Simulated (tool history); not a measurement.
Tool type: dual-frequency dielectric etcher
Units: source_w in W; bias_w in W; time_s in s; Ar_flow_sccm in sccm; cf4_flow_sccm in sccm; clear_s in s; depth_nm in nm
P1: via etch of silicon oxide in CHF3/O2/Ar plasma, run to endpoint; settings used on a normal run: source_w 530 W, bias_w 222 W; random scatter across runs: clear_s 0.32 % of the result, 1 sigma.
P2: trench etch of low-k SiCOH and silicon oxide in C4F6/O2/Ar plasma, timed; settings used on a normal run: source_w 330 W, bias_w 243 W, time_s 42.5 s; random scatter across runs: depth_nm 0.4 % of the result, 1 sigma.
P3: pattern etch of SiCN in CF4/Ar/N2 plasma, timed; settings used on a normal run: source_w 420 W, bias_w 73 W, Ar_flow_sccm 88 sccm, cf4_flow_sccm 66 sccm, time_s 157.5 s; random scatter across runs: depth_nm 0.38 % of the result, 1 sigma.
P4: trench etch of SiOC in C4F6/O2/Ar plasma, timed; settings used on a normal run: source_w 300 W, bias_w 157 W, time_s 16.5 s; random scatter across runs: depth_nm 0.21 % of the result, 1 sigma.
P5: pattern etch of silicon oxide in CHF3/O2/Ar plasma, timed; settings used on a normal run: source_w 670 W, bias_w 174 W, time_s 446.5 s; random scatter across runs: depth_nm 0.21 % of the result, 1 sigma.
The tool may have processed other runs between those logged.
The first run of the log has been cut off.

run    day  process  source_w  bias_w  time_s  Ar_flow_sccm  cf4_flow_sccm  hours since the last wet clean  hours since the last source power generator calibration  hours since the last bias power generator calibration  clear_s  depth_nm
  2  0.467       P1       670     222                                                                 63.1                                                   1160.1                                                 1580.2   261.83
  3  0.738       P5       670     174   446.5                                                         69.6                                                   1166.6                                                 1586.7             891.03
  4  0.975       P5       670     174     614                                                         75.3                                                   1172.3                                                 1592.4             1225.2
  5  1.188       P5       480     174   446.5                                                         80.4                                                   1177.4                                                 1597.5             783.57
  6   1.35       P1       530     155                                                                 84.3                                                   1181.3                                                 1601.4   324.82
  7    1.5       P1       530     222                                                                 87.9                                                   1184.9                                                   1605   286.46
  8  1.696       P3       420      73     118            88             66                            92.6                                                   1189.6                                                 1609.7             96.967
  9  1.946       P2       330     243    25.5                                                         98.6                                                   1195.6                                                 1615.7             78.727
 10  2.108       P4       390     157    16.5                                                        102.5                                                   1199.5                                                 1619.6             32.262
 11  2.346       P4       300     157    12.5                                                        108.2                                                   1205.2                                                 1625.3              22.11
 12  2.588       P2       330     243    42.5                                                          114                                                     1211                                                 1631.1              131.6
 13  2.762       P2       330     176    42.5                                                        118.2                                                   1215.2                                                 1635.3             118.32
 14    2.9       P1       530     222                                                                121.5                                                   1218.5                                                 1638.6   286.43
 15  3.071       P1       650     292                                                                125.6                                                   1222.6                                                 1642.7    240.4
 16  3.321       P3       420      73   157.5            88             66                           131.6                                                   1228.6                                                 1648.7             128.99
 17  3.479       P4       300     157    16.5                                                        135.4                                                   1232.4                                                 1652.5             29.231
 18  3.638       P3       420      73   157.5           118             66                           139.2                                                   1236.2                                                 1656.3             124.17
 19  3.912       P2       430     243    42.5                                                        145.8                                                   1242.8                                                 1662.9             145.21
 20  4.079       P1       530     305                                                                149.8                                                   1246.8                                                 1666.9   256.59

Predict the results of run 21:
 21  4.225       P4       300     126    16.5                                                        153.3                                                   1250.3                                                 1670.4                  ?

{"run 21": {"depth_nm": 27.336}}
